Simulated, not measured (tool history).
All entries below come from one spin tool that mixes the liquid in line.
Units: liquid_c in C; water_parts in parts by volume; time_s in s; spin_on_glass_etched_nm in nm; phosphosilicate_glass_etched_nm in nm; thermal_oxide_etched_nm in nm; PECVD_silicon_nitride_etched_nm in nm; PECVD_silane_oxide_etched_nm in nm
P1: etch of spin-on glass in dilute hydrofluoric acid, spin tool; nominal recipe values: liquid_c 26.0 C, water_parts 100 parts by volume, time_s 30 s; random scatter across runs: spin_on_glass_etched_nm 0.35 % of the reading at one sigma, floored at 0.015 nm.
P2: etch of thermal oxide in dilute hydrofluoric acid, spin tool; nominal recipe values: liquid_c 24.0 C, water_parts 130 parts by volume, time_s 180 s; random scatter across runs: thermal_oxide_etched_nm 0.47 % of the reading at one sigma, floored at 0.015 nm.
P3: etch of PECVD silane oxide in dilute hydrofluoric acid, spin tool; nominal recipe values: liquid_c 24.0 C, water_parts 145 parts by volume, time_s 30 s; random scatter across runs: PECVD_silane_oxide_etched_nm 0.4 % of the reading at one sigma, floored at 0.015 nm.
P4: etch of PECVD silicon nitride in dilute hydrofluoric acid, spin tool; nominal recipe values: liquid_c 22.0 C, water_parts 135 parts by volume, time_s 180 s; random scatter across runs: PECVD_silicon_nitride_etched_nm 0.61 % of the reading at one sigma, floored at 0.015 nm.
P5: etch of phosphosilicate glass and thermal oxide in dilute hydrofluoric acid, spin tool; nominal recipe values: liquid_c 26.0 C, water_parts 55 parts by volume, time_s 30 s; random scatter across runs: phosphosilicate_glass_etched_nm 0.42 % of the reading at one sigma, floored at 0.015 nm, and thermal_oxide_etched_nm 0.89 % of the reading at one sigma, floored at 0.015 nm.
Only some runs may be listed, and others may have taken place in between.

run     day  process  liquid_c  water_parts  time_s  hours since the thermometer was replaced  hours since the hydrofluoric acid flow meter was replaced  spin_on_glass_etched_nm  phosphosilicate_glass_etched_nm  thermal_oxide_etched_nm  PECVD_silicon_nitride_etched_nm  PECVD_silane_oxide_etched_nm
  1   0.217       P1      26.0          100      30                                     748.9                                                      607.7                   9.9845
  2   0.542       P1      26.0          100      30                                     756.7                                                      615.5                  10.0410
  3   0.750       P1      32.0          100      30                                     761.7                                                      620.5                  12.5010
  4   0.912       P5      26.0           55      30                                     765.6                                                      624.4                                                   124.430                   2.9712
  5   1.262       P2      24.0          130     180                                     774.0                                                      632.8                                                                             6.5354
  6   1.462       P1      22.5          100      15                                     778.8                                                      637.6                   4.3449
  7   1.804       P4      22.0          135     180                                     787.0                                                      645.8                                                                                                              5.7797
  8   2.000       P4      22.0          135      85                                     791.7                                                      650.5                                                                                                              2.7240
  9   2.325       P1      26.0          100      30                                     799.5                                                      658.3                   9.9580
 10   2.667       P1      26.0          175      30                                     807.7                                                      666.5                   5.1542
 11   2.929       P1      26.0          100      30                                     814.0                                                      672.8                   9.9179
 12   3.250       P1      18.5          100      30                                     821.7                                                      680.5                   7.3487
 13   3.579       P2      30.0          130     180                                     829.6                                                      688.4                                                                             8.1598
 14   3.925       P2      24.0          195     180                                     837.9                                                      696.7                                                                             4.0465
 15   4.162       P1      26.0          100      30                                     843.6                                                      702.4                   9.9774
 16   4.462       P4      29.0          135     180                                     850.8                                                      709.6                                                                                                              8.9703
 17   4.662       P2      24.0          130      80                                     855.6                                                      714.4                                                                             2.9151
 18   4.912       P1      26.0          100      30                                     861.6                                                      720.4                   9.9926
 19   5.229       P5      21.5           55      30                                     869.2                                                      728.0                                                   103.660                   2.4238
 20   5.521       P3      24.0          145      50                                     876.2                                                      735.0                                                                                                                                           15.5420
 21   5.871       P5      26.0           55      30                                     884.6                                                      743.4                                                   124.220                   2.9646
 22   6.229       P1      26.0          100      15                                     893.2                                                      752.0                   4.9793
 23   6.483       P3      24.0          210      30                                     899.3                                                      758.1                                                                                                                                            5.9841
 24   6.671       P2      24.0          130     180                                     903.8                                                      762.6                                                                             6.5601
 25   6.875       P3      24.0          145      30                                     908.7                                                      767.5                                                                                                                                            9.3411
 26   7.192       P3      29.5          145      30                                     916.3                                                      775.1                                                                                                                                           11.5260
 27   7.442       P4      22.0          235     180                                     922.3                                                      781.1                                                                                                              3.3910
 28   7.762       P1      26.0           40      30                                     930.0                                                      788.8                  27.2760
 29   8.000       P1      30.0          135      30                                     935.7                                                      794.5                   8.1739
 30   8.171       P4      22.0          135     180                                     939.8                                                      798.6                                                                                                              5.8286
 31   8.379       P5      26.0           25      30                                     944.8                                                      803.6                                                   284.480                   6.8008
 32   8.596       P1      26.0          100      30                                     950.0                                                      808.8                  10.0150
 33   8.883       P5      26.0           55      15                                     956.9                                                      815.7                                                    62.402                   1.4639
 34   9.058       P1      26.0          100      60                                     961.1                                                      819.9                  19.8770
 35   9.267       P1      26.0          100      30                                     966.1                                                      824.9                   9.9371
 36   9.488       P1      26.0          100      30                                     971.4                                                      830.2                  10.1850
 37   9.792       P1      26.0          100      30                                     978.7                                                      837.5                  10.3570
 38  10.038       P1      26.0          100      30                                     984.6                                                      843.4                  10.5000
 39  10.238       P1      26.0          100      30                                     989.4                                                      848.2                  10.5530
 40  10.533       P1      26.0          100      30                                     996.5                                                      855.3                  10.6200
 41  10.792       P1      26.0          100      30                                    1002.7                                                      861.5                  10.5960
 42  11.062       P1      26.0          100      30                                    1009.2                                                      868.0                  10.6210
 43  11.250       P1      26.0          100      30                                    1013.7                                                      872.5                  10.5680
 44  11.529       P1      26.0          100      30                                    1020.4                                                      879.2                  10.6560
 45  11.838       P1      26.0          100      30                                    1027.8                                                      886.6                  10.6210

The log shows P1 creeping away from where it was. Any of the 2 causes listed here, at the size stated for it, fits the log just as well as the others:
A: hydrofluoric acid flow above the setpoint (%) = 6.12
B: liquid hotter than its thermometer reads (K) = 1.74
The process output started creeping at around day 9.267.

Below are 4 check runs, each on a single wafer, with their results shown as question marks. Which of them would tell the listed causes apart, meaning the causes would give clearly different results under it?
check 1  12.146       P5      26.0           55      30                                                                                                                                                              ?                        ?
check 2  12.146       P3      24.0          145      30                                                                                                                                                                                                                                                      ?
check 3  12.146       P2      24.0          130     180                                                                                                                                                                                       ?
check 4  12.146       P4      22.0          135     180                                                                                                                                                                                                                        ?

Outcome of each check run for each possible cause:
  check                           result     if A     if B
check 1  phosphosilicate_glass_etched_nm  132.780  133.570
check 1          thermal_oxide_etched_nm   3.1309   3.1496
check 2     PECVD_silane_oxide_etched_nm  10.0170   9.9886
check 3          thermal_oxide_etched_nm   6.9889   6.9792
check 4  PECVD_silicon_nitride_etched_nm   6.1262   6.4771
Separation of the two closest causes in each check, using whichever result separates them best: check 1 0.59 %; check 2 0.29 %; check 3 0.14 %; check 4 5.57 %
Check 4 tells the causes apart: in the others they would give nearly the same result.

Running check 4 produced the following: PECVD_silicon_nitride_etched_nm 6.1284 nm. Which one of the listed causes fits?

Of the candidate causes, it is A: hydrofluoric acid flow above the setpoint (%).

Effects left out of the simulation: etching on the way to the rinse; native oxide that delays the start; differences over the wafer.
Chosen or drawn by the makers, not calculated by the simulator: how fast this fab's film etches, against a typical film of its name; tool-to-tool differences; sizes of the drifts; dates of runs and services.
